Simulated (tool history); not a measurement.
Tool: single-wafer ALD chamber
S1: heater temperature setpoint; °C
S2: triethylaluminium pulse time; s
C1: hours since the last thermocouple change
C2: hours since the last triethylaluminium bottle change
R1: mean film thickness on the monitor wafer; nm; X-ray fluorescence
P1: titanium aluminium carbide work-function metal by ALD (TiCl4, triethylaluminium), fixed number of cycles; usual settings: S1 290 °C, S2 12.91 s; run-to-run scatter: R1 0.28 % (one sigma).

| run | hour | S1 | S2 | C1 | C2 | R1 |
|---|---|---|---|---|---|---|
| 1 | 12.3 | 290 | 12.91 | 596.1 | 703.0 | 1.9570 |
| 2 | 29.1 | 290 | 18.82 | 612.9 | 719.8 | 1.9834 |
| 3 | 39.5 | 307 | 7.89 | 623.3 | 730.2 | 1.9993 |
| 4 | 52.1 | 277 | 12.91 | 635.9 | 742.8 | 1.8438 |
| 5 | 61.6 | 290 | 12.91 | 645.4 | 752.3 | 1.9607 |
| 6 | 78.4 | 290 | 12.91 | 662.2 | 769.1 | 1.9649 |
| 7 | 93.2 | 290 | 12.91 | 677.0 | 783.9 | 1.9705 |
|  | 96.3 | thermocouple changed; heater temperature recalibrated |
| 8 | 109.7 | 304 | 6.44 | 13.4 | 800.4 | 1.8838 |
| 9 | 123.3 | 315 | 12.91 | 27.0 | 814.0 | 2.1843 |
| 10 | 135.4 | 290 | 5.47 | 39.1 | 826.1 | 1.6832 |
|  | 149.3 | triethylaluminium bottle replaced |
| 11 | 152.9 | 273 | 18.49 | 56.6 | 3.7 | 1.8347 |
| 12 | 166.0 | 290 | 12.91 | 69.7 | 16.8 | 1.9591 |
| 13 | 181.9 | 290 | 12.91 | 85.6 | 32.7 | 1.9536 |
| 14 | 190.8 | 290 | 12.91 | 94.5 | 41.6 | 1.9456 |
| 15 | 199.0 | 290 | 12.91 | 102.7 | 49.8 | 1.9327 |
| 16 | 213.8 | 290 | 12.91 | 117.5 | 64.6 | 1.9200 |
| 17 | 225.5 | 290 | 12.91 | 129.2 | 76.3 | 1.9039 |
| 18 | 236.8 | 290 | 12.91 | 140.5 | 87.6 | 1.9168 |
| 19 | 246.4 | 290 | 12.91 | 150.1 | 97.2 | 1.9150 |
| 20 | 262.4 | 290 | 12.91 | 166.1 | 113.2 | 1.9018 |

What P1 gives has crept away from where it was. These 2 causes fit the log equally well, each at the size given:
A: wafer temperature below the value expected at the setpoint (K) = 5.83
B: triethylaluminium dose below that of a fresh bottle (%) = 26.3
The creep began at about hour 181.9.

4 check runs are offered, one wafer each, their results left as question marks. Which one tells the causes apart?
| check 1 | 278.4 | 309 | 12.91 |  |  | ? |
| check 2 | 278.4 | 290 | 5.79 |  |  | ? |
| check 3 | 278.4 | 277 | 12.91 |  |  | ? |
| check 4 | 278.4 | 311 | 12.91 |  |  | ? |

What each check would give under each cause:
| check | result | if A | if B |
|---|---|---|---|
| check 1 | R1 | 2.0768 | 2.0731 |
| check 2 | R1 | 1.6689 | 1.5278 |
| check 3 | R1 | 1.7954 | 1.7976 |
| check 4 | R1 | 2.0947 | 2.0906 |
How far apart the two closest causes lie, in the result that separates them most: check 1 0.18 %; check 2 8.84 %; check 3 0.12 %; check 4 0.2 %
Only check 2 tells the causes apart: in the others they would give nearly the same result.

Then check 2 was run and gave: R1 1.6738 nm. Which cause is it?

It is A: wafer temperature below the value expected at the setpoint (K).
